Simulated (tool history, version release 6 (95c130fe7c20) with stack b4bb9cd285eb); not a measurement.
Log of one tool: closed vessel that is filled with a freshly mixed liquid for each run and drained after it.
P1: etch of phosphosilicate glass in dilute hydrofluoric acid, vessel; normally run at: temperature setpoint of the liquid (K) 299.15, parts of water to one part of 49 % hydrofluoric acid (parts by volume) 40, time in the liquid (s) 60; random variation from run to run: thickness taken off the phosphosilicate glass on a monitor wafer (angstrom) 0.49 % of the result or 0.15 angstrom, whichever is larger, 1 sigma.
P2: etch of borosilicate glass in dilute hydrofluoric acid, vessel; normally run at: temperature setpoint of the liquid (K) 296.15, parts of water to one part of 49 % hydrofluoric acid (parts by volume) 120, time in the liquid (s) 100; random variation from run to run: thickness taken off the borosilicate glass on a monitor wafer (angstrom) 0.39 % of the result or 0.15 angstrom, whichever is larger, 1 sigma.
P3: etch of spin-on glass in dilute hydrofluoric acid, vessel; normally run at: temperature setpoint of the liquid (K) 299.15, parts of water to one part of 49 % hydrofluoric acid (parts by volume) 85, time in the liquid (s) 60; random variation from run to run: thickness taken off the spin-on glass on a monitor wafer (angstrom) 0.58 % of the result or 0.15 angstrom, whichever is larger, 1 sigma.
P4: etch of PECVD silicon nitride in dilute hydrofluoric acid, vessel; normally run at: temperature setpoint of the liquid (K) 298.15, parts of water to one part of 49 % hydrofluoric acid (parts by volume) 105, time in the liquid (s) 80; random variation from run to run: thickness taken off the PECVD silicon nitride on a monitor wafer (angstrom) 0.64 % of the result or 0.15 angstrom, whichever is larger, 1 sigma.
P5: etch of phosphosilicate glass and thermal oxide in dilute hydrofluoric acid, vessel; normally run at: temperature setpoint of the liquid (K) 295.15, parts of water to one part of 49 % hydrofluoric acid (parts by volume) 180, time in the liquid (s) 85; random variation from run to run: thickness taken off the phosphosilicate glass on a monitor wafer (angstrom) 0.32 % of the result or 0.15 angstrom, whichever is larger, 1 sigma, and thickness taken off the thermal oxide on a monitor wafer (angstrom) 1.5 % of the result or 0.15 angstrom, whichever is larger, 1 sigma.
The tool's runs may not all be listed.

run	day	process that ran	temperature setpoint of the liquid (K)	parts of water to one part of 49 % hydrofluoric acid (parts by volume)	time in the liquid (s)	hours since the thermometer was replaced	hours since the hydrofluoric acid flow meter was replaced	thickness taken off the phosphosilicate glass on a monitor wafer (angstrom)	thickness taken off the borosilicate glass on a monitor wafer (angstrom)	thickness taken off the spin-on glass on a monitor wafer (angstrom)	thickness taken off the PECVD silicon nitride on a monitor wafer (angstrom)	thickness taken off the thermal oxide on a monitor wafer (angstrom)
1	0.396	P1	299.15	40	60	850.5	952.1	2484.1				
2	0.704	P1	299.15	70	60	857.9	959.5	1371.9				
3	1.158	P2	296.15	35	100	868.8	970.4		906.45			
4	1.462	P3	299.15	85	90	876.1	977.7			518.36		
5	1.929	P1	307.15	40	60	887.3	988.9	3422.8				
6	2.288	P3	299.15	85	60	895.9	997.5			346.13		
7	2.704	P4	298.15	105	30	905.9	1007.5				17.586	
8	3.004	P1	299.15	40	85	913.1	1014.7	3511.3				
9	3.242	P1	299.15	40	30	918.8	1020.4	1231				
10	3.671	P1	299.15	20	60	929.1	1030.7	5099.5				
11	4.017	P3	299.15	125	60	937.4	1039			223.76		
12	4.304	P1	299.15	40	60	944.3	1045.9	2471.9				
13	4.583	P1	293.15	60	60	951	1052.6	1257.4				
14	4.879	P4	292.15	105	80	958.1	1059.7				31.162	
15	5.188	P1	299.15	40	60	965.5	1067.1	2465.2				
16	5.45	P3	291.65	85	60	971.8	1073.4			255.52		
17	5.879	P5	295.15	35	85	982.1	1083.7	1540.5				108.29
18	6.358	P2	296.15	120	200	993.6	1095.2		475.53			
19	6.6	P1	295.15	40	60	999.4	1101	2100.6				
20	6.883	P2	296.15	120	100	1006.2	1107.8		238.29			
21	7.2	P4	298.15	105	80	1013.8	1115.4				46.828	
22	7.667	P4	298.15	170	80	1025	1126.6				28.6	
23	7.925	P4	298.15	105	80	1031.2	1132.8				46.288	
24	8.404	P3	299.15	85	60	1042.7	1144.3			348.03		
25	8.792	P5	295.15	180	165	1052	1153.6	488.61				34.546
26	9.304	P5	295.15	180	85	1064.3	1165.9	253.85				17.397
27	9.621	P2	296.15	120	100	1071.9	1173.5		235.57			
28	10.046	P1	299.15	40	60	1082.1	1183.7	2484.2				

Run 29 comes next. What will it give?
29	10.479	P1	302.65	60	60	1092.5	1194.1	?				

{"run 29": {"thickness taken off the phosphosilicate glass on a monitor wafer (angstrom)": 1845.4}}

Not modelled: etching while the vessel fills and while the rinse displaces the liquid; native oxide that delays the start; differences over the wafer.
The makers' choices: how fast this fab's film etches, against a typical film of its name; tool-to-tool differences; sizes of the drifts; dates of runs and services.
